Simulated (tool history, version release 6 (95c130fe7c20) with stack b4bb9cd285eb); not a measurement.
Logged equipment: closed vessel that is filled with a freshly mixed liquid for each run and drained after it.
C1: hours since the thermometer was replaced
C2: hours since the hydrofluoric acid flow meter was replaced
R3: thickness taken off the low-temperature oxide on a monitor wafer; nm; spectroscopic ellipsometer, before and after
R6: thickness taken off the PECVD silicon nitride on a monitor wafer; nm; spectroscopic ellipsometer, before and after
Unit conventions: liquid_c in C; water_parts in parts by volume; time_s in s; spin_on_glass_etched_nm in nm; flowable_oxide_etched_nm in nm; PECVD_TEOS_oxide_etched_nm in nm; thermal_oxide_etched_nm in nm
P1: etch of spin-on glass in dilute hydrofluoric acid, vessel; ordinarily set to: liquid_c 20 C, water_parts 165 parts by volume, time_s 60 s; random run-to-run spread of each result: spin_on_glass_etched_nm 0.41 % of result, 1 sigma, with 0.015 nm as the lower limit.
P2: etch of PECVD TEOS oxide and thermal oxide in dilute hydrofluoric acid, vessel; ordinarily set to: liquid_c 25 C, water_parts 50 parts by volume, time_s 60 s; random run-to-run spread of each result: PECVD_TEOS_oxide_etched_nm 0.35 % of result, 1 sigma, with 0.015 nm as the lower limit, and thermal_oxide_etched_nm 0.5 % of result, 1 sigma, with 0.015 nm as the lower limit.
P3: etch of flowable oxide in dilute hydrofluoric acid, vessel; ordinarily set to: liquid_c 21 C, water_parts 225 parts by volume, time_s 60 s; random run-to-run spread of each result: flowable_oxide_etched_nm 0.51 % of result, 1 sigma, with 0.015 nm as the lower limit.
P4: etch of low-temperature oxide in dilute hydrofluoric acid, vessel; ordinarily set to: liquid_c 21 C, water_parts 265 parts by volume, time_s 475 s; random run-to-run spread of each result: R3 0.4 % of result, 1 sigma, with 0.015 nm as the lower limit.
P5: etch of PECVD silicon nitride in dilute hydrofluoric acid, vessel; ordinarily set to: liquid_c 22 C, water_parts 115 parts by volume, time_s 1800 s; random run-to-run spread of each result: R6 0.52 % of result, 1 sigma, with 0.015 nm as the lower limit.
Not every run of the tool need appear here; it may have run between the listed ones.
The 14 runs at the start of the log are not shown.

run 15 hour=121.4 | process=P3 liquid_c=21 water_parts=225 time_s=60 | C1=391.6 C2=1427.6 | flowable_oxide_etched_nm=7.5581
run 16 hour=129.4 | process=P5 liquid_c=22 water_parts=210 time_s=1800 | C1=399.6 C2=1435.6 | R6=17.761
run 17 hour=137.5 | process=P5 liquid_c=22 water_parts=115 time_s=1800 | C1=407.7 C2=1443.7 | R6=32.258
run 18 hour=148.4 | process=P4 liquid_c=21 water_parts=265 time_s=475 | C1=418.6 C2=1454.6 | R3=32.213
run 19 hour=157.3 | process=P1 liquid_c=20 water_parts=165 time_s=85 | C1=427.5 C2=1463.5 | spin_on_glass_etched_nm=22.154
run 20 hour=163.9 | process=P2 liquid_c=25 water_parts=50 time_s=30 | C1=434.1 C2=1470.1 | PECVD_TEOS_oxide_etched_nm=12.354 thermal_oxide_etched_nm=3.0259
run 21 hour=170.9 | process=P3 liquid_c=21 water_parts=385 time_s=60 | C1=441.1 C2=1477.1 | flowable_oxide_etched_nm=3.8353
run 22 hour=180.4 | process=P4 liquid_c=21 water_parts=265 time_s=95 | C1=450.6 C2=1486.6 | R3=6.5305
run 23 hour=188.5 | process=P2 liquid_c=31 water_parts=50 time_s=60 | C1=458.7 C2=1494.7 | PECVD_TEOS_oxide_etched_nm=31.228 thermal_oxide_etched_nm=7.7352
run 24 hour=198.3 | process=P5 liquid_c=22 water_parts=115 time_s=190 | C1=468.5 C2=1504.5 | R6=3.3719
-- hour=199.5 thermometer replaced
run 25 hour=204.5 | process=P5 liquid_c=28 water_parts=115 time_s=1800 | C1=5.1 C2=1510.7 | R6=47.434
run 26 hour=210 | process=P1 liquid_c=20 water_parts=165 time_s=60 | C1=10.6 C2=1516.2 | spin_on_glass_etched_nm=15.438
run 27 hour=221.3 | process=P4 liquid_c=21 water_parts=80 time_s=475 | C1=21.9 C2=1527.5 | R3=130.24

Run 28 has not been measured yet. What should we expect?
run 28 hour=227.5 | process=P3 liquid_c=21 water_parts=225 time_s=60 | C1=28.1 C2=1533.7 | flowable_oxide_etched_nm=?

{"run 28": {"flowable_oxide_etched_nm": 7.6337}}

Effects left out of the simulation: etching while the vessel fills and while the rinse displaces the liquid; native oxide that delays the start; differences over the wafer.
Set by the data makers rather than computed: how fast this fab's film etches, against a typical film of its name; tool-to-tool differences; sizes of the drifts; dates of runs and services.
